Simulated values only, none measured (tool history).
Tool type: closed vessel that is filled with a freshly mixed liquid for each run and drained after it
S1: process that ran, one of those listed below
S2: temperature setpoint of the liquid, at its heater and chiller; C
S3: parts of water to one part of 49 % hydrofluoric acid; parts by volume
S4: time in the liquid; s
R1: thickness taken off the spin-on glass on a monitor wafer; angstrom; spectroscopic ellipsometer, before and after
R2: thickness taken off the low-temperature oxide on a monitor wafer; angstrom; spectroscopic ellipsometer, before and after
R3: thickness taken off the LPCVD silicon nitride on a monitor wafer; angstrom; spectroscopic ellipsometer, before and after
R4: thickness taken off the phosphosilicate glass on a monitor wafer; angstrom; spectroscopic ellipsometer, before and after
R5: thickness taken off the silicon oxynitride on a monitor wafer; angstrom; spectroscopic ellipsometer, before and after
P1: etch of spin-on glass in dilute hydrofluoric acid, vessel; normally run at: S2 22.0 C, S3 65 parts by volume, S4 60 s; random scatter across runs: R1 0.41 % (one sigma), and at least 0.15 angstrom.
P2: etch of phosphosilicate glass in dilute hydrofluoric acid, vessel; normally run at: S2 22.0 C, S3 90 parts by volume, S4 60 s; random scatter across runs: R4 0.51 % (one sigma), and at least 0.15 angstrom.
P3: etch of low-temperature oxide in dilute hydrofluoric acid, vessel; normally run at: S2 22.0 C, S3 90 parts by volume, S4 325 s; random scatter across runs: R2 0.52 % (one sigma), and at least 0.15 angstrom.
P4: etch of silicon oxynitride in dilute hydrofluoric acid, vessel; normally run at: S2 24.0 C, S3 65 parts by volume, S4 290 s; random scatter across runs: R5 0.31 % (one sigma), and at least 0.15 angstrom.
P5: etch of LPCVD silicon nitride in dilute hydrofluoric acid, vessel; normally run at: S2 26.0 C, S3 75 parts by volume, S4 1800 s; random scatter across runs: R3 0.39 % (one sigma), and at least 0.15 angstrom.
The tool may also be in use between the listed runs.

run     day  S1    S2   S3    S4      R1      R2      R3       R4       R5
  1   0.300  P1  22.0   65    60  332.13
  2   0.721  P3  28.5   90   325          463.45
  3   1.117  P5  26.0   75  1800                  117.17
  4   1.354  P3  22.0  145   325          207.37
  5   1.696  P1  17.0   30    60  607.39
  6   1.979  P1  22.0  110    60  186.22
  7   2.312  P1  22.0   85    30  123.61
  8   2.642  P1  28.0   65    60  422.04
  9   2.979  P2  22.0   90   110                           838.53
 10   3.267  P4  24.0   65   290                                   116.280
 11   3.625  P2  22.0   40    60                          1084.70
 12   3.962  P1  22.0   65    60  331.94
 13   4.283  P5  30.0   75  1800                  151.68
 14   4.504  P1  22.0   65    60  330.76
 15   4.721  P5  26.0   75  1800                  117.72
 16   5.154  P1  22.0   65   110  608.62
 17   5.379  P1  29.0   65    30  219.85
 18   5.646  P1  22.0   65    60  331.79
 19   5.888  P2  22.0   90    60                           456.61
 20   6.112  P1  22.0   65    30  166.63
 21   6.400  P4  24.0   65    30                                    12.119
 22   6.638  P2  22.0   90    60                           458.47
 23   6.862  P4  24.0  110   290                                    66.280
 24   7.079  P4  28.5   65   290                                   144.070
 25   7.292  P1  22.0   35    60  639.19
 26   7.492  P2  17.0   90    60                           374.01
 27   7.762  P3  22.0   90   540          596.48
 28   8.075  P3  22.0   90   325          354.66
 29   8.400  P1  22.0   65    60  332.39
 30   8.704  P5  26.0   30  1800                  287.91
 31   8.925  P5  26.0   75  3305                  215.47
 32   9.321  P1  18.0   65    60  280.27
 33   9.725  P1  22.0   65    60  332.90
 34   9.988  P1  22.0   65    60  339.62
 35  10.292  P1  22.0   65    60  346.26
 36  10.642  P1  22.0   65    60  352.18
 37  10.996  P1  22.0   65    60  353.10
 38  11.204  P1  22.0   65    60  355.93
 39  11.533  P1  22.0   65    60  356.52
 40  11.917  P1  22.0   65    60  356.78
 41  12.242  P1  22.0   65    60  357.87
 42  12.633  P1  22.0   65    60  356.16

Compared with where it was, what P1 gives has crept away. Each cause listed below fits the log as well as the rest, at the size given for it:
A: liquid hotter than its thermometer reads (K) = 1.86
B: hydrofluoric acid flow above the setpoint (%) = 7.32
Creep in the process output first set in at about day 9.725.

Listed below are the offered check runs, one wafer per run, with question marks in place of results. For which of them would the causes give clearly different outcomes?
check 1  13.025  P4  24.0  100    30                   ?
check 2  13.025  P5  26.0   75  3195           ?
check 3  13.025  P3  27.5   90   480       ?
check 4  13.025  P2  22.0   90   110               ?

Check results expected under each cause:
  check  result    if A    if B
check 1      R5  8.2853  8.1960
check 2      R3  235.07  223.33
check 3      R2  706.46  711.90
check 4      R4  900.97  903.73
Gap, in per cent, between the two causes that each check separates least, read from the result that separates them most: check 1 1.08 %; check 2 5.12 %; check 3 0.77 %; check 4 0.31 %
Check 2 tells the causes apart: in the others they would give nearly the same result.

Running check 2 produced the following: R3 235.94 angstrom. Which one of the listed causes fits?

It was cause A: liquid hotter than its thermometer reads (K).
